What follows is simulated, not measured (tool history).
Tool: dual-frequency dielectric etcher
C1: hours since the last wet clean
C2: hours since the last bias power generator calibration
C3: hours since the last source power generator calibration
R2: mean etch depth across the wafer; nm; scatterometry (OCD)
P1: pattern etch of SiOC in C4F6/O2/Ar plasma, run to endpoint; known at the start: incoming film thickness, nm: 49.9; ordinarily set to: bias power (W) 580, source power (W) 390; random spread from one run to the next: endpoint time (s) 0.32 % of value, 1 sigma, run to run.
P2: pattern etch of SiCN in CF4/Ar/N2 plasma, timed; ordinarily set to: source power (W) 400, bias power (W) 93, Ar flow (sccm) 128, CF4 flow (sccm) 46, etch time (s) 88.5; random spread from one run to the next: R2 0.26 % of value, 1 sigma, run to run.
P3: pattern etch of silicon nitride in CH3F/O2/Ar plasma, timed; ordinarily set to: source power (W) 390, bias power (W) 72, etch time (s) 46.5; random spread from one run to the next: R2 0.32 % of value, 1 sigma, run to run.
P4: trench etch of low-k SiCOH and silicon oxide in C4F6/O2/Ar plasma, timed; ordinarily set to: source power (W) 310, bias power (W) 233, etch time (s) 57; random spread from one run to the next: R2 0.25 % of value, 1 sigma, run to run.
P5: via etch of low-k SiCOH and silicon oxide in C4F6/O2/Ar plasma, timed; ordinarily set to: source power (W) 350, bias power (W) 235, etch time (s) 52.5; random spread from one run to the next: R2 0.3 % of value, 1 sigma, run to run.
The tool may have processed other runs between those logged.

Run 1, day 0.338: process that ran P1, bias power (W) 580, source power (W) 390; C1 204.7; C2 1436.6; C3 3266.8. Result: endpoint time (s) 15.868.
Run 2, day 0.625: process that ran P1, bias power (W) 580, source power (W) 390; C1 211.6; C2 1443.5; C3 3273.7. Result: endpoint time (s) 15.936.
Run 3, day 1.267: process that ran P3, bias power (W) 72, source power (W) 320, etch time (s) 46.5; C1 227; C2 1458.9; C3 3289.1. Result: R2 28.636 nm.
Run 4, day 1.862: process that ran P1, bias power (W) 580, source power (W) 390; C1 241.3; C2 1473.2; C3 3303.4. Result: endpoint time (s) 15.96.
Run 5, day 2.175: process that ran P2, bias power (W) 93, source power (W) 400, etch time (s) 88.5, Ar flow (sccm) 77, CF4 flow (sccm) 46; C1 248.8; C2 1480.7; C3 3310.9. Result: R2 76.319 nm.
At day 2.417: wet clean of the chamber.
Run 6, day 2.546: process that ran P1, bias power (W) 580, source power (W) 390; C1 3.2; C2 1489.6; C3 3319.8. Result: endpoint time (s) 15.933.
Run 7, day 3.196: process that ran P1, bias power (W) 580, source power (W) 530; C1 18.8; C2 1505.2; C3 3335.4. Result: endpoint time (s) 14.172.
Run 8, day 3.712: process that ran P2, bias power (W) 93, source power (W) 400, etch time (s) 88.5, Ar flow (sccm) 128, CF4 flow (sccm) 46; C1 31.2; C2 1517.6; C3 3347.8. Result: R2 70.952 nm.
Run 9, day 4.15: process that ran P2, bias power (W) 93, source power (W) 400, etch time (s) 88.5, Ar flow (sccm) 128, CF4 flow (sccm) 64; C1 41.7; C2 1528.1; C3 3358.3. Result: R2 74.426 nm.
Run 10, day 4.542: process that ran P1, bias power (W) 764, source power (W) 490; C1 51.1; C2 1537.5; C3 3367.7. Result: endpoint time (s) 13.157.
Run 11, day 5.15: process that ran P2, bias power (W) 93, source power (W) 400, etch time (s) 50.5, Ar flow (sccm) 128, CF4 flow (sccm) 46; C1 65.7; C2 1552.1; C3 3382.3. Result: R2 40.571 nm.
Run 12, day 5.788: process that ran P1, bias power (W) 439, source power (W) 390; C1 81; C2 1567.4; C3 3397.6. Result: endpoint time (s) 17.686.
Run 13, day 6.308: process that ran P2, bias power (W) 128, source power (W) 400, etch time (s) 88.5, Ar flow (sccm) 128, CF4 flow (sccm) 46; C1 93.5; C2 1579.9; C3 3410.1. Result: R2 80.825 nm.
Run 14, day 6.771: process that ran P4, bias power (W) 163, source power (W) 310, etch time (s) 57; C1 104.6; C2 1591; C3 3421.2. Result: R2 167.7 nm.
Run 15, day 7.317: process that ran P4, bias power (W) 233, source power (W) 310, etch time (s) 57; C1 117.7; C2 1604.1; C3 3434.3. Result: R2 188.26 nm.
Run 16, day 7.679: process that ran P5, bias power (W) 235, source power (W) 350, etch time (s) 52.5; C1 126.4; C2 1612.8; C3 3443. Result: R2 145.26 nm.
Run 17, day 8.112: process that ran P4, bias power (W) 233, source power (W) 310, etch time (s) 57; C1 136.8; C2 1623.2; C3 3453.4. Result: R2 188.89 nm.
Run 18, day 8.488: process that ran P3, bias power (W) 72, source power (W) 390, etch time (s) 46.5; C1 145.8; C2 1632.2; C3 3462.4. Result: R2 31.19 nm.
Run 19, day 8.971: process that ran P1, bias power (W) 580, source power (W) 390; C1 157.4; C2 1643.8; C3 3474. Result: endpoint time (s) 15.86.
Run 20, day 9.296: process that ran P5, bias power (W) 235, source power (W) 500, etch time (s) 52.5; C1 165.2; C2 1651.6; C3 3481.8. Result: R2 165.44 nm.
Run 21, day 9.833: process that ran P1, bias power (W) 580, source power (W) 390; C1 178.1; C2 1664.5; C3 3494.7. Result: endpoint time (s) 15.958.
Run 22, day 10.467: process that ran P2, bias power (W) 93, source power (W) 510, etch time (s) 88.5, Ar flow (sccm) 128, CF4 flow (sccm) 46; C1 193.3; C2 1679.7; C3 3509.9. Result: R2 87.48 nm.
Run 23, day 11.004: process that ran P5, bias power (W) 160, source power (W) 350, etch time (s) 52.5; C1 206.2; C2 1692.6; C3 3522.8. Result: R2 128.05 nm.
Run 24, day 11.654: process that ran P3, bias power (W) 72, source power (W) 390, etch time (s) 60.5; C1 221.8; C2 1708.2; C3 3538.4. Result: R2 40.505 nm.
Run 25, day 12.075: process that ran P5, bias power (W) 235, source power (W) 350, etch time (s) 39.5; C1 231.9; C2 1718.3; C3 3548.5. Result: R2 108.98 nm.
Run 26, day 12.646: process that ran P3, bias power (W) 100, source power (W) 390, etch time (s) 46.5; C1 245.6; C2 1732; C3 3562.2. Result: R2 34.705 nm.
Run 27, day 12.962: process that ran P3, bias power (W) 72, source power (W) 390, etch time (s) 46.5; C1 253.2; C2 1739.6; C3 3569.8. Result: R2 30.85 nm.
Run 28, day 13.258: process that ran P1, bias power (W) 744, source power (W) 280; C1 260.3; C2 1746.7; C3 3576.9. Result: endpoint time (s) 16.293.
Run 29, day 13.842: process that ran P4, bias power (W) 233, source power (W) 310, etch time (s) 31.5; C1 274.3; C2 1760.7; C3 3590.9. Result: R2 103.64 nm.
Run 30, day 14.362: process that ran P1, bias power (W) 816, source power (W) 390; C1 286.8; C2 1773.2; C3 3603.4. Result: endpoint time (s) 13.882.
Run 31, day 14.988: process that ran P4, bias power (W) 233, source power (W) 420, etch time (s) 57; C1 301.8; C2 1788.2; C3 3618.4. Result: R2 210.84 nm.
Run 32, day 15.392: process that ran P1, bias power (W) 580, source power (W) 310; C1 311.5; C2 1797.9; C3 3628.1. Result: endpoint time (s) 17.259.
Run 33, day 15.721: process that ran P1, bias power (W) 580, source power (W) 390; C1 319.4; C2 1805.8; C3 3636. Result: endpoint time (s) 15.919.
Run 34, day 16.267: process that ran P1, bias power (W) 580, source power (W) 390; C1 332.5; C2 1818.9; C3 3649.1. Result: endpoint time (s) 15.732.
Run 35, day 16.746: process that ran P1, bias power (W) 580, source power (W) 390; C1 344; C2 1830.4; C3 3660.6. Result: endpoint time (s) 15.75.
At day 17.038: wet clean of the chamber.
Run 36, day 17.375: process that ran P1, bias power (W) 580, source power (W) 390; C1 8.1; C2 1845.5; C3 3675.7. Result: endpoint time (s) 15.73.
Run 37, day 17.696: process that ran P1, bias power (W) 580, source power (W) 390; C1 15.8; C2 1853.2; C3 3683.4. Result: endpoint time (s) 15.629.
Run 38, day 18.008: process that ran P1, bias power (W) 580, source power (W) 390; C1 23.3; C2 1860.7; C3 3690.9. Result: endpoint time (s) 15.739.
Run 39, day 18.367: process that ran P1, bias power (W) 580, source power (W) 390; C1 31.9; C2 1869.3; C3 3699.5. Result: endpoint time (s) 15.724.
Run 40, day 18.933: process that ran P1, bias power (W) 580, source power (W) 390; C1 45.5; C2 1882.9; C3 3713.1. Result: endpoint time (s) 15.696.

Something has made what P1 gives creep away from where it was; the 2 causes below, each at its own stated size, fit the log equally well:
A: bias power that arrives over what is set, % = 4.25
B: source power that arrives over what is set, % = 4.44
The process output started creeping at around day 15.721.
Each remaining cause and why it is not a fit:
chamber walls in a state that raises the etch rate, %: serviced after onset, at day 17.038, with no recovery of the prior output

Listed below are the offered check runs, one wafer per run, with question marks in place of results. For which of them would the causes give clearly different outcomes?
Run check 1, day 19.5: process that ran P2, bias power (W) 93, source power (W) 400, etch time (s) 56.5, Ar flow (sccm) 78, CF4 flow (sccm) 46. Result: R2 ?.
Run check 2, day 19.5: process that ran P4, bias power (W) 166, source power (W) 310, etch time (s) 57. Result: R2 ?.
Run check 3, day 19.5: process that ran P3, bias power (W) 84, source power (W) 390, etch time (s) 46.5. Result: R2 ?.
Run check 4, day 19.5: process that ran P5, bias power (W) 235, source power (W) 440, etch time (s) 52.5. Result: R2 ?.

Predicted outcomes, by check and by cause:
  check  result    if A    if B
check 1      R2  49.355  50.455
check 2      R2  170.72  171.35
check 3      R2  33.208  33.258
check 4      R2  159.98  160.44
Distance between the nearest two causes, measured in the result of the check that separates them most: check 1 2.21 %; check 2 0.37 %; check 3 0.15 %; check 4 0.28 %
Only in check 1 would the causes give clearly different results; in the remaining checks their results would be nearly the same.

With check 1 done, the readings were: R2 49.316 nm. Identify which of the listed causes applies.

It is A: bias power that arrives over what is set, %.
